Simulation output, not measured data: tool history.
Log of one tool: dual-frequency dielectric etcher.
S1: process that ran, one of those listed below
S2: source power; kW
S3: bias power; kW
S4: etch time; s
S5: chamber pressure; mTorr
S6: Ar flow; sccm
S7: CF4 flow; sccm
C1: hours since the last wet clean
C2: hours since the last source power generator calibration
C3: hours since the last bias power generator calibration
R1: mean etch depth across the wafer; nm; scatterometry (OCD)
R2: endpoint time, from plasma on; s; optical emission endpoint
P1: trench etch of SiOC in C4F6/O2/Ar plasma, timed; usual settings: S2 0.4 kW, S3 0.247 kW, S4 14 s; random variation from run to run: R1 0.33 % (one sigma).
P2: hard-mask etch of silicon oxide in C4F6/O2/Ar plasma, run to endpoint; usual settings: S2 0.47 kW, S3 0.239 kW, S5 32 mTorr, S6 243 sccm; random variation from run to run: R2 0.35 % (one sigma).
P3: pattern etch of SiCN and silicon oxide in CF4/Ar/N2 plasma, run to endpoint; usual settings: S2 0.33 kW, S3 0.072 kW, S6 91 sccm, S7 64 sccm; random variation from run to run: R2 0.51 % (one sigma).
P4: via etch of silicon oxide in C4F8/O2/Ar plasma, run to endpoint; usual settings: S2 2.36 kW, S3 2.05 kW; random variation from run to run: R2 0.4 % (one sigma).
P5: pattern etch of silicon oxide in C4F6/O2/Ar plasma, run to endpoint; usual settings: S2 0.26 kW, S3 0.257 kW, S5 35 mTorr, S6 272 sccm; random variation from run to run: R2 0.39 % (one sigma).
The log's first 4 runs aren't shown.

| run | hour | S1 | S2 | S3 | S4 | S5 | S6 | S7 | C1 | C2 | C3 | R1 | R2 |
|---|---|---|---|---|---|---|---|---|---|---|---|---|---|
| 5 | 29.2 | P1 | 0.32 | 0.345 | 14 |  |  |  | 434 | 1668.7 | 1261 | 32.97 |  |
| 6 | 33.1 | P1 | 0.4 | 0.247 | 10 |  |  |  | 437.9 | 1672.6 | 1264.9 | 22.893 |  |
| 7 | 37.2 | P2 | 0.47 | 0.239 |  | 32 | 243 |  | 442 | 1676.7 | 1269 |  | 83.522 |
| 8 | 42.3 | P5 | 0.34 | 0.257 |  | 35 | 272 |  | 447.1 | 1681.8 | 1274.1 |  | 8.962 |
| 9 | 48.3 | P4 | 2.36 | 2.05 |  |  |  |  | 453.1 | 1687.8 | 1280.1 |  | 162.96 |
| 10 | 52.9 | P4 | 2.36 | 2.854 |  |  |  |  | 457.7 | 1692.4 | 1284.7 |  | 148.41 |
| 11 | 60.2 | P3 | 0.33 | 0.072 |  |  | 91 | 64 | 465 | 1699.7 | 1292 |  | 21.755 |
| 12 | 66.7 | P3 | 0.24 | 0.072 |  |  | 91 | 64 | 471.5 | 1706.2 | 1298.5 |  | 28.683 |
| 13 | 75.4 | P5 | 0.26 | 0.257 |  | 35 | 377 |  | 480.2 | 1714.9 | 1307.2 |  | 10.26 |
| 14 | 83.9 | P3 | 0.33 | 0.047 |  |  | 91 | 64 | 488.7 | 1723.4 | 1315.7 |  | 25.293 |
| 15 | 91.9 | P5 | 0.26 | 0.257 |  | 35 | 272 |  | 496.7 | 1731.4 | 1323.7 |  | 9.9001 |
| 16 | 96 | P1 | 0.4 | 0.247 | 14 |  |  |  | 500.8 | 1735.5 | 1327.8 | 31.979 |  |
| 17 | 102.8 | P1 | 0.4 | 0.318 | 14 |  |  |  | 507.6 | 1742.3 | 1334.6 | 34.853 |  |
| 18 | 107.5 | P1 | 0.25 | 0.185 | 14 |  |  |  | 512.3 | 1747 | 1339.3 | 24.211 |  |
| 19 | 116.3 | P1 | 0.4 | 0.247 | 14 |  |  |  | 521.1 | 1755.8 | 1348.1 | 31.807 |  |
| 20 | 124.6 | P1 | 0.4 | 0.247 | 20.5 |  |  |  | 529.4 | 1764.1 | 1356.4 | 46.764 |  |
| 21 | 132.4 | P1 | 0.4 | 0.299 | 8.5 |  |  |  | 537.2 | 1771.9 | 1364.2 | 20.597 |  |
| 22 | 136.3 | P4 | 1.69 | 2.05 |  |  |  |  | 541.1 | 1775.8 | 1368.1 |  | 186.84 |

Run 23 comes next. What will it give?
| 23 | 143.3 | P1 | 0.4 | 0.247 | 14 |  |  |  | 548.1 | 1782.8 | 1375.1 | ? |  |

R1: 31.815 nm

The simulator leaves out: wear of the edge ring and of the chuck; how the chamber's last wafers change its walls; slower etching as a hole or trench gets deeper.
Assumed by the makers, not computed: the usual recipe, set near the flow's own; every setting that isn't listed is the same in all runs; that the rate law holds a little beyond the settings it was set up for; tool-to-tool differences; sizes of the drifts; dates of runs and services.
